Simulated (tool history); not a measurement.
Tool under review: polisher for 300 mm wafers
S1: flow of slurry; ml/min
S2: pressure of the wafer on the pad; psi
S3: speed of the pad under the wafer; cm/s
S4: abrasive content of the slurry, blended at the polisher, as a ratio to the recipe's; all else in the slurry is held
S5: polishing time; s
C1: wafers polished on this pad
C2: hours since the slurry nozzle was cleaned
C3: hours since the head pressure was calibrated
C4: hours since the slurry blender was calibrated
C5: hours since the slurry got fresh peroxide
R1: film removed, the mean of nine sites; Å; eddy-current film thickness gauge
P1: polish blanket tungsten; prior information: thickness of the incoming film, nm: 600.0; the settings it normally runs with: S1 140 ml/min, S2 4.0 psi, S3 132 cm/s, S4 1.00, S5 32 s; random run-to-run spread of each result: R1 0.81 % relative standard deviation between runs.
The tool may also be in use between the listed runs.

run	hour	S1	S2	S3	S4	S5	C1	C2	C3	C4	C5	R1
1	13.0	140	4.0	132	1.00	32	276	382.9	972.9	145.5	73.2	1726.00
2	26.2	140	4.0	132	1.00	49	373	396.1	986.1	158.7	86.4	2657.30
3	36.0	140	2.5	132	1.00	32	445	405.9	995.9	168.5	96.2	1082.60
4	54.1	85	4.0	132	1.00	40	578	424.0	1014.0	186.6	114.3	1918.20
# hour 68.1: worn pad replaced by a new one
5	72.6	140	4.0	132	0.55	32	33	442.5	1032.5	205.1	132.8	1496.40
6	86.1	140	4.0	132	1.00	32	132	456.0	1046.0	218.6	146.3	1716.10
7	101.8	140	4.0	132	1.00	32	247	471.7	1061.7	234.3	162.0	1717.20
8	115.1	140	4.0	132	1.00	32	345	485.0	1075.0	247.6	175.3	1734.00
9	133.6	140	4.0	204	1.00	32	481	503.5	1093.5	266.1	193.8	2633.40
10	144.6	140	5.7	132	1.00	32	562	514.5	1104.5	277.1	204.8	2438.60
11	153.2	140	4.0	132	1.00	32	625	523.1	1113.1	285.7	213.4	1722.90
# hour 154.1: slurry blender recalibrated
12	169.7	140	4.0	132	1.00	32	746	539.6	1129.6	15.7	229.9	1719.60
13	186.2	140	2.9	88	1.00	32	867	556.1	1146.1	32.2	246.4	826.44
14	197.8	180	4.0	132	1.00	32	952	567.7	1157.7	43.8	258.0	1792.00
15	212.4	140	4.0	68	1.00	32	1059	582.3	1172.3	58.4	272.6	902.02
16	227.1	140	4.0	132	1.00	14	1167	597.0	1187.0	73.1	287.3	761.46
17	239.4	85	4.0	132	1.00	32	1257	609.3	1199.3	85.4	299.6	1547.60
18	252.8	140	4.0	132	1.45	32	1356	622.7	1212.7	98.8	313.0	1889.70
19	268.8	140	4.0	132	1.00	32	1473	638.7	1228.7	114.8	329.0	1727.20
20	281.8	140	4.0	132	1.00	32	1568	651.7	1241.7	127.8	342.0	1688.60
21	292.4	140	4.0	132	1.00	32	1646	662.3	1252.3	138.4	352.6	1672.70
22	304.9	140	4.0	132	1.00	32	1738	674.8	1264.8	150.9	365.1	1635.90
23	316.6	140	4.0	132	1.00	32	1824	686.5	1276.5	162.6	376.8	1625.30
24	328.8	140	4.0	132	1.00	32	1913	698.7	1288.7	174.8	389.0	1619.40
25	340.5	140	4.0	132	1.00	32	1999	710.4	1300.4	186.5	400.7	1646.20
# hour 341.6: slurry tank refilled with fresh slurry and peroxide
# hour 350.7: worn pad replaced by a new one
26	352.7	140	4.0	132	1.00	32	14	722.6	1312.6	198.7	11.2	1621.50
# hour 356.1: slurry blender recalibrated
27	368.8	140	4.0	132	1.00	32	132	738.7	1328.7	12.7	27.3	1599.40
28	386.8	140	4.0	132	1.00	32	265	756.7	1346.7	30.7	45.3	1600.80

What P1 gives has crept off from where it sat before. The 2 causes that follow fit the log equally well, each at the size noted:
A: head's pressure below its setpoint, % = 7.08
B: slurry flow missing at the pad, % = 28.7
At approximately hour 268.8, the process output began to creep.
Excluded causes, each with its reason:
removal rate lost through wear of the pad, %: serviced at hour 350.7, after the change had begun; the process did not return to its earlier output
abrasive missing from the slurry, %: serviced at hour 356.1, after the change had begun; the process did not return to its earlier output
peroxide lost from the slurry, %: serviced at hour 341.6, after the change had begun; the process did not return to its earlier output

The list below offers 4 check runs, each averaging the results of 3 wafers, and shows each result as a question mark. For which of them would the listed causes give clearly different results?
check 1	404.8	85	4.0	164	1.00	32						?
check 2	404.8	140	4.0	80	0.65	32						?
check 3	404.8	140	4.0	132	1.40	42						?
check 4	404.8	140	4.0	196	1.00	47						?

Check results expected under each cause:
check	result	if A	if B
check 1	R1	1771.90	1702.90
check 2	R1	879.21	879.26
check 3	R1	2280.90	2281.00
check 4	R1	3495.50	3495.80
Gap, in per cent, between the two causes that each check separates least, read from the result that separates them most: check 1 3.98 %; check 2 0.01 %; check 3 0.01 %; check 4 0.01 %
Only check 1 tells the causes apart: in the others they would give nearly the same result.

Check 1 was then run and gave: R1 1716.70 Å. Which cause is it?

The cause is B: slurry flow missing at the pad, %.

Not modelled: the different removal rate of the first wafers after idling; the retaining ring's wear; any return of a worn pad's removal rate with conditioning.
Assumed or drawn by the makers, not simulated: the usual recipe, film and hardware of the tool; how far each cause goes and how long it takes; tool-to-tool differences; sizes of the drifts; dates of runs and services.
